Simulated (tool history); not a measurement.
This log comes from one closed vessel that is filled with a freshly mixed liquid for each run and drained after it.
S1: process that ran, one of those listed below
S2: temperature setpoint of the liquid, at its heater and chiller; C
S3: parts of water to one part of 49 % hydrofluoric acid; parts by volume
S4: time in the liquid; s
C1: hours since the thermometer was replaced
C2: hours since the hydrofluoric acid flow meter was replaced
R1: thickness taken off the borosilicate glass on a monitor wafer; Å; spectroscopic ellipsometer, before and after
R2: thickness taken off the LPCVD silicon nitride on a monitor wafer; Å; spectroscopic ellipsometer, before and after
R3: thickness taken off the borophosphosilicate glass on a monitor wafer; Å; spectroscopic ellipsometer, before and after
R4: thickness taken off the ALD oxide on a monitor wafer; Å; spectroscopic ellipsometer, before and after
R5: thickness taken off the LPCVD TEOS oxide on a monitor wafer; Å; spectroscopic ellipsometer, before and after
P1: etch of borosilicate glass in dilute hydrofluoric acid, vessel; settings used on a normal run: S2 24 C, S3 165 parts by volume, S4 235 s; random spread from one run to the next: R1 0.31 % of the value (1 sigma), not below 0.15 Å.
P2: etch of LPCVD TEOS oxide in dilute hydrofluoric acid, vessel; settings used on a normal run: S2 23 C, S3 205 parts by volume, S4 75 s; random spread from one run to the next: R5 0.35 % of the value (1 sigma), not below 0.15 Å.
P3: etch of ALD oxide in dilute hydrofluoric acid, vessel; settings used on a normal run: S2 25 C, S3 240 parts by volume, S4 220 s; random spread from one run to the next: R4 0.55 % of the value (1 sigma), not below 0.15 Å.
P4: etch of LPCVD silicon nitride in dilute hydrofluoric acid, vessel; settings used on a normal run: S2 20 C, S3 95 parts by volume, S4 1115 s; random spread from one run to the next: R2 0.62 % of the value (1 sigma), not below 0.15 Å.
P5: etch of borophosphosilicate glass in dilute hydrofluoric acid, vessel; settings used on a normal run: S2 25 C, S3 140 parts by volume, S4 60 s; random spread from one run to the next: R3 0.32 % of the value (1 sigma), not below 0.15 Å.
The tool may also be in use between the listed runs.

{"run": 1, "day": 0.225, "S1": "P1", "S2": 24, "S3": 165, "S4": 235, "C1": 1783.8, "C2": 1110.4, "R1": 225.99}
{"run": 2, "day": 0.442, "S1": "P1", "S2": 24, "S3": 165, "S4": 235, "C1": 1789, "C2": 1115.6, "R1": 225.6}
{"run": 3, "day": 0.758, "S1": "P1", "S2": 24, "S3": 165, "S4": 235, "C1": 1796.6, "C2": 1123.2, "R1": 223.1}
{"run": 4, "day": 0.946, "S1": "P4", "S2": 20, "S3": 95, "S4": 1115, "C1": 1801.1, "C2": 1127.7, "R2": 44.592}
{"run": 5, "day": 1.321, "S1": "P5", "S2": 25, "S3": 195, "S4": 60, "C1": 1810.1, "C2": 1136.7, "R3": 106.46}
{"run": 6, "day": 1.5, "S1": "P5", "S2": 25, "S3": 140, "S4": 30, "C1": 1814.4, "C2": 1141, "R3": 79.215}
{"run": 7, "day": 1.675, "S1": "P1", "S2": 24, "S3": 165, "S4": 235, "C1": 1818.6, "C2": 1145.2, "R1": 224.74}
{"run": 8, "day": 1.971, "S1": "P3", "S2": 25, "S3": 240, "S4": 325, "C1": 1825.7, "C2": 1152.3, "R4": 247.77}
{"run": 9, "day": 2.267, "S1": "P1", "S2": 24, "S3": 165, "S4": 410, "C1": 1832.8, "C2": 1159.4, "R1": 393.92}
{"run": 10, "day": 2.525, "S1": "P1", "S2": 24, "S3": 275, "S4": 145, "C1": 1839, "C2": 1165.6, "R1": 74.308}
{"run": 11, "day": 2.85, "S1": "P4", "S2": 26, "S3": 95, "S4": 1115, "C1": 1846.8, "C2": 1173.4, "R2": 66.267}
{"run": 12, "day": 3.117, "S1": "P4", "S2": 20, "S3": 95, "S4": 1115, "C1": 1853.2, "C2": 1179.8, "R2": 44.654}
{"run": 13, "day": 3.4, "S1": "P1", "S2": 17, "S3": 165, "S4": 235, "C1": 1860, "C2": 1186.6, "R1": 170.22}
{"run": 14, "day": 3.779, "S1": "P3", "S2": 17, "S3": 240, "S4": 220, "C1": 1869.1, "C2": 1195.7, "R4": 124.22}
{"run": 15, "day": 4.138, "S1": "P1", "S2": 24, "S3": 270, "S4": 235, "C1": 1877.7, "C2": 1204.3, "R1": 122.77}
{"run": 16, "day": 4.421, "S1": "P1", "S2": 24, "S3": 95, "S4": 235, "C1": 1884.5, "C2": 1211.1, "R1": 423.42}
{"run": 17, "day": 4.7, "S1": "P4", "S2": 20, "S3": 165, "S4": 1115, "C1": 1891.2, "C2": 1217.8, "R2": 26.236}
{"run": 18, "day": 4.962, "S1": "P2", "S2": 23, "S3": 130, "S4": 75, "C1": 1897.5, "C2": 1224.1, "R5": 219.11}
{"run": 19, "day": 5.221, "S1": "P1", "S2": 24, "S3": 165, "S4": 65, "C1": 1903.7, "C2": 1230.3, "R1": 62.472}
{"run": 20, "day": 5.562, "S1": "P3", "S2": 25, "S3": 115, "S4": 220, "C1": 1911.9, "C2": 1238.5, "R4": 404.94}
{"run": 21, "day": 5.892, "S1": "P2", "S2": 17, "S3": 205, "S4": 75, "C1": 1919.8, "C2": 1246.4, "R5": 102.27}
{"run": 22, "day": 6.258, "S1": "P5", "S2": 32, "S3": 140, "S4": 60, "C1": 1928.6, "C2": 1255.2, "R3": 206.11}
{"run": 23, "day": 6.604, "S1": "P2", "S2": 23, "S3": 205, "S4": 40, "C1": 1936.9, "C2": 1263.5, "R5": 68.326}
{"run": 24, "day": 6.792, "S1": "P3", "S2": 25, "S3": 240, "S4": 220, "C1": 1941.4, "C2": 1268, "R4": 169.65}
{"run": 25, "day": 7.096, "S1": "P2", "S2": 23, "S3": 205, "S4": 75, "C1": 1948.7, "C2": 1275.3, "R5": 128.92}
{"run": 26, "day": 7.279, "S1": "P3", "S2": 25, "S3": 240, "S4": 220, "C1": 1953.1, "C2": 1279.7, "R4": 168.64}
{"run": 27, "day": 7.608, "S1": "P1", "S2": 30, "S3": 165, "S4": 235, "C1": 1961, "C2": 1287.6, "R1": 280.39}
{"run": 28, "day": 7.979, "S1": "P5", "S2": 25, "S3": 140, "S4": 60, "C1": 1969.9, "C2": 1296.5, "R3": 159.06}
{"run": 29, "day": 8.233, "S1": "P4", "S2": 20, "S3": 95, "S4": 1895, "C1": 1976, "C2": 1302.6, "R2": 76.712}
{"run": 30, "day": 8.438, "S1": "P1", "S2": 24, "S3": 165, "S4": 235, "C1": 1980.9, "C2": 1307.5, "R1": 224.42}
{"run": 31, "day": 8.671, "S1": "P1", "S2": 24, "S3": 165, "S4": 235, "C1": 1986.5, "C2": 1313.1, "R1": 230.88}
{"run": 32, "day": 8.846, "S1": "P1", "S2": 24, "S3": 165, "S4": 235, "C1": 1990.7, "C2": 1317.3, "R1": 231.89}
{"run": 33, "day": 9.221, "S1": "P1", "S2": 24, "S3": 165, "S4": 235, "C1": 1999.7, "C2": 1326.3, "R1": 237.1}
{"run": 34, "day": 9.458, "S1": "P1", "S2": 24, "S3": 165, "S4": 235, "C1": 2005.4, "C2": 1332, "R1": 237.43}
{"run": 35, "day": 9.65, "S1": "P1", "S2": 24, "S3": 165, "S4": 235, "C1": 2010, "C2": 1336.6, "R1": 239.78}
{"run": 36, "day": 9.938, "S1": "P1", "S2": 24, "S3": 165, "S4": 235, "C1": 2016.9, "C2": 1343.5, "R1": 240.57}
{"run": 37, "day": 10.317, "S1": "P1", "S2": 24, "S3": 165, "S4": 235, "C1": 2026, "C2": 1352.6, "R1": 241.93}
{"run": 38, "day": 10.529, "S1": "P1", "S2": 24, "S3": 165, "S4": 235, "C1": 2031.1, "C2": 1357.7, "R1": 240.8}

Run 39 has not been measured yet. What should we expect?
{"run": 39, "day": 10.712, "S1": "P1", "S2": 24, "S3": 165, "S4": 235, "C1": 2035.5, "C2": 1362.1, "R1": "?"}

For run 39 the tool returned R1 240.79 Å.
